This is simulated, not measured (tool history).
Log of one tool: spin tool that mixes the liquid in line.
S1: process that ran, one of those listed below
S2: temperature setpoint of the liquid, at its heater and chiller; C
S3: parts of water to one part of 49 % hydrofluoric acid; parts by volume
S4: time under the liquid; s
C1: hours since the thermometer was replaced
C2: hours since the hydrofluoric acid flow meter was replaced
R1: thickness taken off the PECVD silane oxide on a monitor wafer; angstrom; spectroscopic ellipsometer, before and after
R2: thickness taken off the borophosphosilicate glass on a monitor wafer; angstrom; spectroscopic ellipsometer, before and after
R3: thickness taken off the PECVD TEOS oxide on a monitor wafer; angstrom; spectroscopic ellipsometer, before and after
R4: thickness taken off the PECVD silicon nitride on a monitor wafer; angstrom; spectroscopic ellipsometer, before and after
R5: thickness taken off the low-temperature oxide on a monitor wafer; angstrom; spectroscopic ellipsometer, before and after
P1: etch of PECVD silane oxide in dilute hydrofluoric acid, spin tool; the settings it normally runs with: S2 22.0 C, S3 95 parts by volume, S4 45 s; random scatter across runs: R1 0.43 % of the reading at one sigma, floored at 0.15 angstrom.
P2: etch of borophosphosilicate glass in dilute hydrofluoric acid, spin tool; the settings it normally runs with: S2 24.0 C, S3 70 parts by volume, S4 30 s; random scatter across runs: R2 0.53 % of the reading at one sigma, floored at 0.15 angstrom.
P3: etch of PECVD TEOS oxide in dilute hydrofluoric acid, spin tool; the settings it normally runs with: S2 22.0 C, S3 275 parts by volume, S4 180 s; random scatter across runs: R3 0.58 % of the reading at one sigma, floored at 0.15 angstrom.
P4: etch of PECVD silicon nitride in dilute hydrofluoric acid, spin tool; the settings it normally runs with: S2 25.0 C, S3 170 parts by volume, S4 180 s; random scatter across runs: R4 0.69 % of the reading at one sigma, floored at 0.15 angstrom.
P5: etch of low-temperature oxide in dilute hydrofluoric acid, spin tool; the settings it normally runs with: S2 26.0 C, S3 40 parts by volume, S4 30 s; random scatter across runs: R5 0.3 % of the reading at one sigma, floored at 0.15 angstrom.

run,hour,S1,S2,S3,S4,C1,C2,R1,R2,R3,R4,R5
1,5.6,P1,22.0,95,45,343.6,544.1,157.580,,,,
2,13.9,P2,24.0,70,15,351.9,552.4,,126.34,,,
3,21.2,P3,22.0,275,180,359.2,559.7,,,60.654,,
4,29.2,P1,22.0,95,25,367.2,567.7,87.253,,,,
5,37.4,P3,22.0,65,180,375.4,575.9,,,321.750,,
6,43.8,P2,24.0,30,30,381.8,582.3,,620.28,,,
7,52.3,P1,22.0,135,45,390.3,590.8,106.290,,,,
8,61.2,P1,22.0,95,45,399.2,599.7,157.500,,,,
9,68.9,P4,25.0,170,365,406.9,607.4,,,,83.204,
10,78.8,P1,29.5,165,45,416.8,617.3,111.690,,,,
11,83.9,P1,25.5,95,45,421.9,622.4,181.990,,,,
12,89.9,P3,30.0,275,180,427.9,628.4,,,80.755,,
13,98.8,P4,25.0,170,180,436.8,637.3,,,,40.941,
14,107.4,P1,22.0,95,85,445.4,645.9,299.380,,,,
15,118.5,P5,26.0,40,30,456.5,657.0,,,,,316.14
16,125.7,P2,32.0,70,30,463.7,664.2,,347.73,,,
17,131.9,P1,22.0,95,45,469.9,670.4,157.220,,,,
18,136.9,P1,17.0,95,45,474.9,675.4,128.640,,,,
19,145.0,P1,22.0,50,45,483.0,683.5,317.280,,,,
20,155.3,P3,22.0,275,180,493.3,693.8,,,61.268,,
21,162.2,P2,24.0,70,30,500.2,700.7,,252.55,,,
22,172.6,P5,26.0,40,65,510.6,711.1,,,,,681.63
23,183.0,P1,17.0,150,45,521.0,721.5,77.108,,,,
24,187.9,P3,22.0,275,270,525.9,726.4,,,92.009,,
25,195.3,P4,30.5,170,180,533.3,733.8,,,,58.453,
26,203.4,P5,26.0,40,30,541.4,741.9,,,,,316.08
27,210.6,P1,22.0,95,45,548.6,749.1,159.350,,,,
28,216.8,P5,22.0,40,30,554.8,755.3,,,,,266.75
29,222.9,P4,25.0,45,180,560.9,761.4,,,,152.770,
30,232.8,P5,26.0,60,30,570.8,771.3,,,,,204.19
31,240.1,P1,22.0,95,45,578.1,778.6,157.340,,,,
32,249.6,P1,22.0,95,45,587.6,788.1,158.660,,,,
33,260.0,P1,22.0,95,45,598.0,798.5,155.120,,,,
34,270.0,P1,22.0,95,45,608.0,808.5,152.120,,,,
35,280.1,P1,22.0,95,45,618.1,818.6,151.430,,,,
36,290.5,P1,22.0,95,45,628.5,829.0,150.480,,,,
37,298.1,P1,22.0,95,45,636.1,836.6,149.860,,,,
38,306.0,P1,22.0,95,45,644.0,844.5,148.990,,,,
39,313.3,P1,22.0,95,45,651.3,851.8,150.160,,,,
40,324.0,P1,22.0,95,45,662.0,862.5,150.610,,,,
41,332.3,P1,22.0,95,45,670.3,870.8,149.990,,,,

Compared with where it was, what P1 gives has crept away. Each cause listed below fits the log as well as the rest, at the size given for it:
A: hydrofluoric acid flow below the setpoint (%) = 4.94
B: liquid colder than its thermometer reads (K) = 1.39
The gradual shift began around hour 249.6.

Which of the 4 check runs listed below, each an average over 3 wafers with its results shown as question marks, gives clearly different results under the different listed causes?
check 1,340.6,P5,26.0,40,40,,,,,,,?
check 2,340.6,P2,30.0,70,30,,,,?,,,
check 3,340.6,P4,29.0,170,355,,,,,,?,
check 4,340.6,P3,27.0,120,180,,,,,?,,

Check results expected under each cause:
check,result,if A,if B
check 1,R5,398.05,396.67
check 2,R2,301.88,302.56
check 3,R4,99.592,96.235
check 4,R3,189.120,190.180
Gap, in per cent, between the two causes that each check separates least, read from the result that separates them most: check 1 0.35 %; check 2 0.22 %; check 3 3.43 %; check 4 0.55 %
Check 3 distinguishes between the causes, while the remaining checks would return nearly the same result for all of them.

After running check 3, the following was obtained: R4 99.550 angstrom. Which cause does this point to?

It is A: hydrofluoric acid flow below the setpoint (%).

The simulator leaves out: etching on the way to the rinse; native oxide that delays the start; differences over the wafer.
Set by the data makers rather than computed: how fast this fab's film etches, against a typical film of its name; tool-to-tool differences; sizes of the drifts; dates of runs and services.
